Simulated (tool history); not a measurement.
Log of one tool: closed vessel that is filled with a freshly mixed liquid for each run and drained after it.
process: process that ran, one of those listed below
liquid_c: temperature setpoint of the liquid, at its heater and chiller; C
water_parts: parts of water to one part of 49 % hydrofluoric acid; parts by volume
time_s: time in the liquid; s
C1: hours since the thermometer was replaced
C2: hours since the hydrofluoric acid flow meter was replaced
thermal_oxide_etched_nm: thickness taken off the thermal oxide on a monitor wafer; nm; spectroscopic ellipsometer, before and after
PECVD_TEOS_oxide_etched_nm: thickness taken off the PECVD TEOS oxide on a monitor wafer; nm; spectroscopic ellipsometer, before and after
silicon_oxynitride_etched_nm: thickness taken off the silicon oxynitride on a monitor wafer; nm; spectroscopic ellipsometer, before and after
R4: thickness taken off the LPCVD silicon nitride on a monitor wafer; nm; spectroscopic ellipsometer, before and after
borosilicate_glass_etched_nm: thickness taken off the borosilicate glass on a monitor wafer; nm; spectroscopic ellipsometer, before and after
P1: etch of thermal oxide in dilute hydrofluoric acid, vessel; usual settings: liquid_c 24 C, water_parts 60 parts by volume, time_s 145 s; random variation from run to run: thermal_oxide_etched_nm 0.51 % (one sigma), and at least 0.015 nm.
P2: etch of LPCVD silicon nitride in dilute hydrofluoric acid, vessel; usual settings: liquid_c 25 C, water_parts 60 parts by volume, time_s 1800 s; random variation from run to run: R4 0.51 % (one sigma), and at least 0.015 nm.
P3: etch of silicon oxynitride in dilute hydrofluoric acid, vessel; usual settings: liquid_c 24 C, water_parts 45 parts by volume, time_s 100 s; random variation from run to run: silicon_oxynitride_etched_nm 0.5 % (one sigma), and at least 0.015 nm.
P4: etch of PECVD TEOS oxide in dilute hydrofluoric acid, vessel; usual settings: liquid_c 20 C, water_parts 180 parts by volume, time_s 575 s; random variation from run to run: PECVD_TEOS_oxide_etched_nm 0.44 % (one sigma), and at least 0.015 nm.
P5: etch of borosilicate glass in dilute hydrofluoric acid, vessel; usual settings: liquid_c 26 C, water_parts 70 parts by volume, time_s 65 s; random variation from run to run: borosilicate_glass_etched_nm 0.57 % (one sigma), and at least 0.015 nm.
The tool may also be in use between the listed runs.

{"run": 1, "hour": 10.1, "process": "P1", "liquid_c": 24, "water_parts": 60, "time_s": 145, "C1": 2251.5, "C2": 263.1, "thermal_oxide_etched_nm": 11.921}
{"run": 2, "hour": 24.4, "process": "P4", "liquid_c": 20, "water_parts": 180, "time_s": 575, "C1": 2265.8, "C2": 277.4, "PECVD_TEOS_oxide_etched_nm": 42.906}
{"run": 3, "hour": 33.2, "process": "P1", "liquid_c": 31, "water_parts": 60, "time_s": 30, "C1": 2274.6, "C2": 286.2, "thermal_oxide_etched_nm": 3.2566}
{"run": 4, "hour": 41.2, "process": "P1", "liquid_c": 24, "water_parts": 60, "time_s": 145, "C1": 2282.6, "C2": 294.2, "thermal_oxide_etched_nm": 11.859}
{"run": 5, "hour": 57.8, "process": "P3", "liquid_c": 24, "water_parts": 75, "time_s": 100, "C1": 2299.2, "C2": 310.8, "silicon_oxynitride_etched_nm": 4.9602}
{"run": 6, "hour": 66.5, "process": "P2", "liquid_c": 25, "water_parts": 60, "time_s": 400, "C1": 2307.9, "C2": 319.5, "R4": 3.7154}
{"run": 7, "hour": 83.3, "process": "P1", "liquid_c": 28, "water_parts": 60, "time_s": 145, "C1": 2324.7, "C2": 336.3, "thermal_oxide_etched_nm": 13.935}
{"run": 8, "hour": 94.6, "process": "P5", "liquid_c": 26, "water_parts": 70, "time_s": 65, "C1": 2336, "C2": 347.6, "borosilicate_glass_etched_nm": 37.536}
{"run": 9, "hour": 111.4, "process": "P2", "liquid_c": 25, "water_parts": 85, "time_s": 1800, "C1": 2352.8, "C2": 364.4, "R4": 11.879}
{"run": 10, "hour": 120.3, "process": "P1", "liquid_c": 24, "water_parts": 25, "time_s": 145, "C1": 2361.7, "C2": 373.3, "thermal_oxide_etched_nm": 29.839}
{"run": 11, "hour": 129.7, "process": "P5", "liquid_c": 19, "water_parts": 70, "time_s": 65, "C1": 2371.1, "C2": 382.7, "borosilicate_glass_etched_nm": 28.26}
{"run": 12, "hour": 140.9, "process": "P4", "liquid_c": 20, "water_parts": 180, "time_s": 30, "C1": 2382.3, "C2": 393.9, "PECVD_TEOS_oxide_etched_nm": 2.2427}
{"run": 13, "hour": 155.6, "process": "P2", "liquid_c": 25, "water_parts": 60, "time_s": 1800, "C1": 2397, "C2": 408.6, "R4": 16.784}
{"run": 14, "hour": 164.0, "process": "P3", "liquid_c": 24, "water_parts": 45, "time_s": 50, "C1": 2405.4, "C2": 417, "silicon_oxynitride_etched_nm": 4.2024}
{"run": 15, "hour": 179.0, "process": "P1", "liquid_c": 24, "water_parts": 60, "time_s": 145, "C1": 2420.4, "C2": 432, "thermal_oxide_etched_nm": 11.842}
{"run": 16, "hour": 192.6, "process": "P2", "liquid_c": 31, "water_parts": 60, "time_s": 1800, "C1": 2434, "C2": 445.6, "R4": 24.486}
{"run": 17, "hour": 201.4, "process": "P4", "liquid_c": 26.5, "water_parts": 180, "time_s": 575, "C1": 2442.8, "C2": 454.4, "PECVD_TEOS_oxide_etched_nm": 55.019}
{"run": 18, "hour": 209.7, "process": "P3", "liquid_c": 24, "water_parts": 45, "time_s": 100, "C1": 2451.1, "C2": 462.7, "silicon_oxynitride_etched_nm": 8.415}
{"run": 19, "hour": 225.7, "process": "P1", "liquid_c": 24, "water_parts": 60, "time_s": 145, "C1": 2467.1, "C2": 478.7, "thermal_oxide_etched_nm": 11.837}
{"run": 20, "hour": 239.8, "process": "P1", "liquid_c": 24, "water_parts": 60, "time_s": 75, "C1": 2481.2, "C2": 492.8, "thermal_oxide_etched_nm": 6.2078}
{"run": 21, "hour": 254.1, "process": "P1", "liquid_c": 24, "water_parts": 60, "time_s": 145, "C1": 2495.5, "C2": 507.1, "thermal_oxide_etched_nm": 11.861}
{"run": 22, "hour": 270.6, "process": "P3", "liquid_c": 24, "water_parts": 45, "time_s": 100, "C1": 2512, "C2": 523.6, "silicon_oxynitride_etched_nm": 8.393}
{"run": 23, "hour": 282.3, "process": "P1", "liquid_c": 24, "water_parts": 60, "time_s": 250, "C1": 2523.7, "C2": 535.3, "thermal_oxide_etched_nm": 20.365}
{"run": 24, "hour": 291.9, "process": "P1", "liquid_c": 24, "water_parts": 100, "time_s": 145, "C1": 2533.3, "C2": 544.9, "thermal_oxide_etched_nm": 6.7475}
{"run": 25, "hour": 304.7, "process": "P5", "liquid_c": 26, "water_parts": 20, "time_s": 65, "C1": 2546.1, "C2": 557.7, "borosilicate_glass_etched_nm": 141.03}
{"run": 26, "hour": 318.8, "process": "P1", "liquid_c": 17, "water_parts": 60, "time_s": 145, "C1": 2560.2, "C2": 571.8, "thermal_oxide_etched_nm": 8.7558}
{"run": 27, "hour": 327.0, "process": "P1", "liquid_c": 24, "water_parts": 60, "time_s": 145, "C1": 2568.4, "C2": 580, "thermal_oxide_etched_nm": 11.89}
{"run": 28, "hour": 342.0, "process": "P4", "liquid_c": 20, "water_parts": 65, "time_s": 575, "C1": 2583.4, "C2": 595, "PECVD_TEOS_oxide_etched_nm": 135}
{"run": 29, "hour": 351.1, "process": "P5", "liquid_c": 26, "water_parts": 70, "time_s": 110, "C1": 2592.5, "C2": 604.1, "borosilicate_glass_etched_nm": 64.253}
{"run": 30, "hour": 360.7, "process": "P3", "liquid_c": 32.5, "water_parts": 45, "time_s": 100, "C1": 2602.1, "C2": 613.7, "silicon_oxynitride_etched_nm": 12.574}
{"run": 31, "hour": 372.4, "process": "P1", "liquid_c": 24, "water_parts": 60, "time_s": 145, "C1": 2613.8, "C2": 625.4, "thermal_oxide_etched_nm": 11.948}
{"run": 32, "hour": 381.4, "process": "P1", "liquid_c": 24, "water_parts": 60, "time_s": 145, "C1": 2622.8, "C2": 634.4, "thermal_oxide_etched_nm": 12.153}
{"run": 33, "hour": 393.1, "process": "P1", "liquid_c": 24, "water_parts": 60, "time_s": 145, "C1": 2634.5, "C2": 646.1, "thermal_oxide_etched_nm": 12.378}
{"run": 34, "hour": 408.8, "process": "P1", "liquid_c": 24, "water_parts": 60, "time_s": 145, "C1": 2650.2, "C2": 661.8, "thermal_oxide_etched_nm": 12.538}
{"run": 35, "hour": 417.4, "process": "P1", "liquid_c": 24, "water_parts": 60, "time_s": 145, "C1": 2658.8, "C2": 670.4, "thermal_oxide_etched_nm": 12.63}
{"run": 36, "hour": 428.8, "process": "P1", "liquid_c": 24, "water_parts": 60, "time_s": 145, "C1": 2670.2, "C2": 681.8, "thermal_oxide_etched_nm": 12.618}
{"run": 37, "hour": 444.0, "process": "P1", "liquid_c": 24, "water_parts": 60, "time_s": 145, "C1": 2685.4, "C2": 697, "thermal_oxide_etched_nm": 12.747}
{"run": 38, "hour": 456.3, "process": "P1", "liquid_c": 24, "water_parts": 60, "time_s": 145, "C1": 2697.7, "C2": 709.3, "thermal_oxide_etched_nm": 12.572}

What P1 gives has crept away from where it was. These 2 causes fit the log equally well, each at the size given:
A: hydrofluoric acid flow above the setpoint (%) = 6.2
B: liquid hotter than its thermometer reads (K) = 1.6
The creep began at about hour 372.4.

4 check runs are offered, one wafer each, their results left as question marks. Which one tells the causes apart?
{"run": "check 1", "hour": 468.6, "process": "P2", "liquid_c": 29.5, "water_parts": 75, "time_s": 1800, "R4": "?"}
{"run": "check 2", "hour": 468.6, "process": "P5", "liquid_c": 26, "water_parts": 20, "time_s": 65, "borosilicate_glass_etched_nm": "?"}
{"run": "check 3", "hour": 468.6, "process": "P3", "liquid_c": 24, "water_parts": 75, "time_s": 55, "silicon_oxynitride_etched_nm": "?"}
{"run": "check 4", "hour": 468.6, "process": "P4", "liquid_c": 20, "water_parts": 180, "time_s": 150, "PECVD_TEOS_oxide_etched_nm": "?"}

What each check would give under each cause:
check=check_1 result=R4 if_A=19.024 if_B=19.83
check=check_2 result=borosilicate_glass_etched_nm if_A=150.7 if_B=151.34
check=check_3 result=silicon_oxynitride_etched_nm if_A=2.8897 if_B=2.9258
check=check_4 result=PECVD_TEOS_oxide_etched_nm if_A=12.029 if_B=11.923
How far apart the two closest causes lie, in the result that separates them most: check 1 4.15 %; check 2 0.42 %; check 3 1.24 %; check 4 0.88 %
Check 1 tells the causes apart: in the others they would give nearly the same result.

Then check 1 was run and gave: R4 18.987 nm. Which cause is it?

It is A: hydrofluoric acid flow above the setpoint (%).
